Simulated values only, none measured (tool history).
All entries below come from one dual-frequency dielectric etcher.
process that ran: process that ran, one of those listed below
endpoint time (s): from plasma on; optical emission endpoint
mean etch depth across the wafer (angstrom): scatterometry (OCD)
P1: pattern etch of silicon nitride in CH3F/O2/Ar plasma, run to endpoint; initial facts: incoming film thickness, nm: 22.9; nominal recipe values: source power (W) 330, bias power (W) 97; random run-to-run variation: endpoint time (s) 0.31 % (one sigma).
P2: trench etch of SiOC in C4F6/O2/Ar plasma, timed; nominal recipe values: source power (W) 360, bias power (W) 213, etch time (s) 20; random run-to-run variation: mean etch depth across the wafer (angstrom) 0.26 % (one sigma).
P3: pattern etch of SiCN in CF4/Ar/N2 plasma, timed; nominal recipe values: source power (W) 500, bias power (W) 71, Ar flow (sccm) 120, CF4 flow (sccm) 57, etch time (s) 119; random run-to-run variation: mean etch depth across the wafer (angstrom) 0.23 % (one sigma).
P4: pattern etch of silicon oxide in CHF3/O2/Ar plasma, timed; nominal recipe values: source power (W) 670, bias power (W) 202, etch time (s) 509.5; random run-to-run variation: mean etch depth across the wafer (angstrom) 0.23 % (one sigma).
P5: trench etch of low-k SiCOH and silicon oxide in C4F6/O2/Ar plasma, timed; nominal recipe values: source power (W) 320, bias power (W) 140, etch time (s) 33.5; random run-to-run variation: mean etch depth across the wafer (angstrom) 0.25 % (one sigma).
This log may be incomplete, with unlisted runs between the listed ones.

| run | hour | process that ran | source power (W) | bias power (W) | etch time (s) | Ar flow (sccm) | CF4 flow (sccm) | hours since the last wet clean | hours since the last source power generator calibration | hours since the last bias power generator calibration | endpoint time (s) | mean etch depth across the wafer (angstrom) |
|---|---|---|---|---|---|---|---|---|---|---|---|---|
| 1 | 4.8 | P1 | 330 | 97 |  |  |  | 237.3 | 566.7 | 1809.8 | 32.189 |  |
| 2 | 13.6 | P2 | 360 | 213 | 20 |  |  | 246.1 | 575.5 | 1818.6 |  | 421.4 |
| 3 | 20.7 | P4 | 670 | 202 | 509.5 |  |  | 253.2 | 582.6 | 1825.7 |  | 10626 |
| 4 | 28.2 | P4 | 450 | 202 | 509.5 |  |  | 260.7 | 590.1 | 1833.2 |  | 9135.6 |
| 5 | 32.8 | P1 | 330 | 97 |  |  |  | 265.3 | 594.7 | 1837.8 | 32.369 |  |
| 6 | 41.4 | P1 | 390 | 81 |  |  |  | 273.9 | 603.3 | 1846.4 | 32.516 |  |
| 7 | 48.4 | P4 | 670 | 202 | 509.5 |  |  | 280.9 | 610.3 | 1853.4 |  | 10620 |
| 8 | 55.7 | P2 | 360 | 213 | 29 |  |  | 288.2 | 617.6 | 1860.7 |  | 608.46 |
| 9 | 63.6 | P3 | 500 | 71 | 119 | 120 | 57 | 296.1 | 625.5 | 1868.6 |  | 1060.8 |
| 10 | 69.6 | P1 | 330 | 77 |  |  |  | 302.1 | 631.5 | 1874.6 | 34.931 |  |
| 11 | 75.2 | P1 | 330 | 97 |  |  |  | 307.7 | 637.1 | 1880.2 | 32.292 |  |
| 12 | 79.6 | P1 | 330 | 97 |  |  |  | 312.1 | 641.5 | 1884.6 | 32.264 |  |
| 13 | 88.3 | P4 | 670 | 121 | 509.5 |  |  | 320.8 | 650.2 | 1893.3 |  | 9021.7 |
| 14 | 93.9 | P4 | 670 | 202 | 698 |  |  | 326.4 | 655.8 | 1898.9 |  | 14528 |
| 15 | 102.8 | P3 | 500 | 71 | 65.5 | 120 | 57 | 335.3 | 664.7 | 1907.8 |  | 584.84 |
| 16 | 109.5 | P2 | 360 | 142 | 20 |  |  | 342 | 671.4 | 1914.5 |  | 369.96 |
| 17 | 113.4 | P3 | 340 | 71 | 119 | 120 | 57 | 345.9 | 675.3 | 1918.4 |  | 760.17 |
| 18 | 118.7 | P5 | 320 | 140 | 33.5 |  |  | 351.2 | 680.6 | 1923.7 |  | 856.01 |
| 19 | 124.1 | P5 | 320 | 140 | 41 |  |  | 356.6 | 686 | 1929.1 |  | 1040.5 |
| 20 | 129.3 | P3 | 500 | 71 | 119 | 80 | 57 | 361.8 | 691.2 | 1934.3 |  | 1136.6 |
| 21 | 135.4 | P1 | 330 | 97 |  |  |  | 367.9 | 697.3 | 1940.4 | 32.13 |  |
| 22 | 143.5 | P3 | 500 | 89 | 119 | 120 | 57 | 376 | 705.4 | 1948.5 |  | 1161.4 |
| 23 | 152.3 | P1 | 330 | 97 |  |  |  | 384.8 | 714.2 | 1957.3 | 32.173 |  |

Expected results for the next run?
| 24 | 159.3 | P5 | 200 | 140 | 33.5 |  |  | 391.8 | 721.2 | 1964.3 |  | ? |

For run 24 the tool returned mean etch depth across the wafer (angstrom) 709.63.
